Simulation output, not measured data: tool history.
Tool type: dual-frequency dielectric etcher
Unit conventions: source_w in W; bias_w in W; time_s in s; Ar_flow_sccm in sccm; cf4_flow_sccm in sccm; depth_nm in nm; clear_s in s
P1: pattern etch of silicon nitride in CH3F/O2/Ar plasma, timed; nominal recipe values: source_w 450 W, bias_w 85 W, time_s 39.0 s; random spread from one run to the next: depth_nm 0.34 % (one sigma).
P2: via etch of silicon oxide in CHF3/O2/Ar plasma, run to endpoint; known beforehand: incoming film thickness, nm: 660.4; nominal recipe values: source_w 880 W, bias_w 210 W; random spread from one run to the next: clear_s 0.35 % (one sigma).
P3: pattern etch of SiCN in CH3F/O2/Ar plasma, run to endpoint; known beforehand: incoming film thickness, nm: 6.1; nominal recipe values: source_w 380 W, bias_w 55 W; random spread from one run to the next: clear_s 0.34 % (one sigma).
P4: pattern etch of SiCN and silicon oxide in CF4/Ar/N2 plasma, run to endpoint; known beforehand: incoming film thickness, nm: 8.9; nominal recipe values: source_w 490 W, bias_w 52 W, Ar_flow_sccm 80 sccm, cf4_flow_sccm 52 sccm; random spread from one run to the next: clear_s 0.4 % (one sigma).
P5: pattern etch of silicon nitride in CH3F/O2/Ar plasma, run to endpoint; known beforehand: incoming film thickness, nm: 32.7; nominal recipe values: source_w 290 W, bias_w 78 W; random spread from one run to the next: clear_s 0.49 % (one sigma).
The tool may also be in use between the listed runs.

run     day  process  source_w  bias_w  time_s  Ar_flow_sccm  cf4_flow_sccm  depth_nm   clear_s
  1   0.412       P1       450      85    39.0                                 31.362
  2   0.742       P1       450      85    39.0                                 31.365
  3   1.121       P1       450      85    39.0                                 31.333
  4   1.754       P3       380      55                                                  18.2530
  5   2.217       P1       450      58    23.0                                 16.310
  6   2.692       P1       450     112    56.0                                 49.540
  7   3.379       P4       670      52                    80             52              7.6984
  8   4.062       P4       490      52                    80             52             10.2190
  9   4.567       P2       880     126                                                 319.3600
 10   4.912       P1       350      85    39.0                                 28.542
 11   5.238       P1       450      85    25.0                                 20.124
 12   5.704       P5       290      78                                                  52.7140
 13   6.333       P3       380      55                                                  18.1990
 14   6.950       P1       450      85    39.0                                 31.279
 15   7.267       P1       450     105    50.0                                 43.606
 16   7.650       P5       290      78                                                  53.1360
 17   7.958       P4       490      52                    97             52             10.5820
      8.208  -- wet clean of the chamber
 18   8.258       P2      1240     210                                                 238.6700
 19   8.658       P1       450      85    55.5                                 44.559
 20   9.129       P1       450      85    39.0                                 31.480
      9.771  -- bias power generator calibrated
 21   9.812       P3       230      55                                                  22.0200
 22  10.429       P2       880     210                                                 269.2500
 23  10.833       P5       230      78                                                  57.5820
 24  11.329       P1       580      85    39.0                                 34.401
 25  11.883       P5       290     101                                                  48.5730
 26  12.275       P4       490      63                    80             52              9.5378
 27  12.896       P4       490      52                    80             36             10.9370
 28  13.200       P1       450     112    39.0                                 34.705
 29  13.700       P3       380      66                                                  17.1260
 30  14.067       P1       450      53    39.0                                 26.881
 31  14.538       P1       450      85    39.0                                 31.210
 32  15.104       P1       450      85    39.0                                 31.326
 33  15.679       P1       450      85    39.0                                 30.985
 34  16.208       P1       450      85    39.0                                 30.898
 35  16.754       P1       450      85    39.0                                 30.899
     17.325  -- wet clean of the chamber
 36  17.375       P1       450      85    39.0                                 30.811
 37  17.967       P1       450      85    39.0                                 31.102
 38  18.396       P1       450      85    39.0                                 30.915
 39  18.917       P1       450      85    39.0                                 30.879
 40  19.550       P1       450      85    39.0                                 30.904
 41  19.892       P1       450      85    39.0                                 31.054
 42  20.575       P1       450      85    39.0                                 31.047

The output of P1 has drifted from where it used to be. Each of the 2 causes below, taken at the size shown beside it, accounts for the log equally well:
A: source power that arrives under what is set, % = 4.39
B: bias power that arrives under what is set, % = 4.71
The onset of the drift is placed at about day 14.538.
The rest of the possible causes, and what rules out each one:
chamber walls in a state that lowers the etch rate, %: serviced at day 17.325, after the change had begun; the process did not return to its earlier output

The 4 check runs listed below each average the results of 2 wafers, and their outcomes are marked with question marks. Under which run would the listed causes produce clearly different results?
check 1  21.258       P3       380      55                                                       ?
check 2  21.258       P5       290      78                                                       ?
check 3  21.258       P4       490      52                    80             52                  ?
check 4  21.258       P2       880     210                                                       ?

Check results expected under each cause:
  check   result      if A      if B
check 1  clear_s   18.5450   18.5240
check 2  clear_s   53.9010   53.9180
check 3  clear_s   10.5580   10.2980
check 4  clear_s  276.5400  276.2800
How far apart the two closest causes lie, in the result that separates them most: check 1 0.12 %; check 2 0.03 %; check 3 2.49 %; check 4 0.09 %
Check 3 tells the causes apart: in the others they would give nearly the same result.

With check 3 done, the readings were: clear_s 10.5810 s. Identify which of the listed causes applies.

A is the cause: source power that arrives under what is set, %.
